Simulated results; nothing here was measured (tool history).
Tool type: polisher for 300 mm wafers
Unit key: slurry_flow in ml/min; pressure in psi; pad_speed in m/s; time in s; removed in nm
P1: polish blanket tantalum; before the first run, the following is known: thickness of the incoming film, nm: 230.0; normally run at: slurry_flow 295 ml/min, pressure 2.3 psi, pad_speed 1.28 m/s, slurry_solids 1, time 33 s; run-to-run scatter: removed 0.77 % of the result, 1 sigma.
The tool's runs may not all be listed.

run	hour	slurry_flow	pressure	pad_speed	slurry_solids	time	wafers polished on this pad	hours since the slurry nozzle was cleaned	hours since the head pressure was calibrated	hours since the slurry blender was calibrated	removed
1	13.6	295	2.3	1.28	1	33	329	91.2	257.7	149.5	77.132
2	27.2	295	2.3	0.8	1	33	440	104.8	271.3	163.1	47.571
3	35.6	295	1.1	1.28	1	33	509	113.2	279.7	171.5	36.966
4	42	295	2.3	1.28	0.5	33	562	119.6	286.1	177.9	60.158
5	48.7	295	2.3	1.28	1	33	617	126.3	292.8	184.6	75.671
6	59.3	295	2.3	1.28	1	48	704	136.9	303.4	195.2	112.1
7	68.2	295	3.3	1.28	1	33	777	145.8	312.3	204.1	109.37
8	81.6	295	2.3	1.28	1	18	887	159.2	325.7	217.5	41.987
9	87.9	295	2.3	1.28	1	33	938	165.5	332	223.8	76.468
10	100.9	400	2.3	1.28	1	33	1045	178.5	345	236.8	78.454
11	109	295	2.3	1.28	1	33	1111	186.6	353.1	244.9	76.741
12	119	295	2.3	1.28	1.25	33	1193	196.6	363.1	254.9	81.18
13	125.9	295	2.3	1.28	1	33	1250	203.5	370	261.8	77.351
14	134.8	295	2.3	1.76	0.65	33	1323	212.4	378.9	270.7	91.807
15	146.8	175	2.3	1.28	1	33	1422	224.4	390.9	282.7	71.616
16	157.3	295	2.3	1.96	1	33	1508	234.9	401.4	293.2	118.15
17	168.3	295	2.3	1.28	1	33	1598	245.9	412.4	304.2	77.448
18	178.2	295	2.3	1.28	1	33	1679	255.8	422.3	314.1	75.362
19	188.8	295	2.3	1.28	1	33	1766	266.4	432.9	324.7	73.86
20	196.4	295	2.3	1.28	1	33	1829	274	440.5	332.3	72.941
# hour 204.8: slurry nozzle cleaned
21	209.6	295	2.3	1.28	1	33	1937	4.9	453.7	345.5	71.884
22	219.5	295	2.3	1.28	1	33	2018	14.8	463.6	355.4	71.115
23	230	295	2.3	1.28	1	33	2104	25.3	474.1	365.9	70.303
# hour 230.3: head pressure recalibrated
24	241.6	295	2.3	1.28	1	33	2199	36.9	11.3	377.5	70.753
25	251.1	295	2.3	1.28	1	33	2277	46.4	20.8	387	70.998
26	264.5	295	2.3	1.28	1	33	2387	59.8	34.2	400.4	69.754

Something has made what P1 gives creep away from where it was; the 2 causes below, each at its own stated size, fit the log equally well:
A: abrasive missing from the slurry, % = 26.1
B: removal rate lost through wear of the pad, % = 9.19
At approximately hour 168.3, the process output began to creep.
Ruled out, with reasons:
slurry flow missing at the pad, %: was serviced at hour 204.8, once the creep was under way, yet the earlier output never came back
head's pressure below its setpoint, %: was serviced at hour 230.3, once the creep was under way, yet the earlier output never came back

Which of the 4 check runs listed below, each an average over 3 wafers with its results shown as question marks, gives clearly different results under the different listed causes?
check 1	277.9	295	2.3	1.92	1	33					?
check 2	277.9	295	1.4	1.6	1	33					?
check 3	277.9	295	2.3	1.28	0.6	33					?
check 4	277.9	295	2.9	1.28	1	48					?

Expected result of each check under each candidate cause:
check	result	if A	if B
check 1	removed	104.55	104.52
check 2	removed	53.032	53.018
check 3	removed	56.476	58.532
check 4	removed	127.83	127.79
Smallest distance between any two causes, each pair judged by its most separating result, in per cent: check 1 0.03 %; check 2 0.03 %; check 3 3.57 %; check 4 0.03 %
Check 3 is the one run that separates the causes; every other check would come out nearly the same whichever cause is at work.

Here is what check 3 returned: removed 56.498 nm. Which cause is it?

A is the cause: abrasive missing from the slurry, %.

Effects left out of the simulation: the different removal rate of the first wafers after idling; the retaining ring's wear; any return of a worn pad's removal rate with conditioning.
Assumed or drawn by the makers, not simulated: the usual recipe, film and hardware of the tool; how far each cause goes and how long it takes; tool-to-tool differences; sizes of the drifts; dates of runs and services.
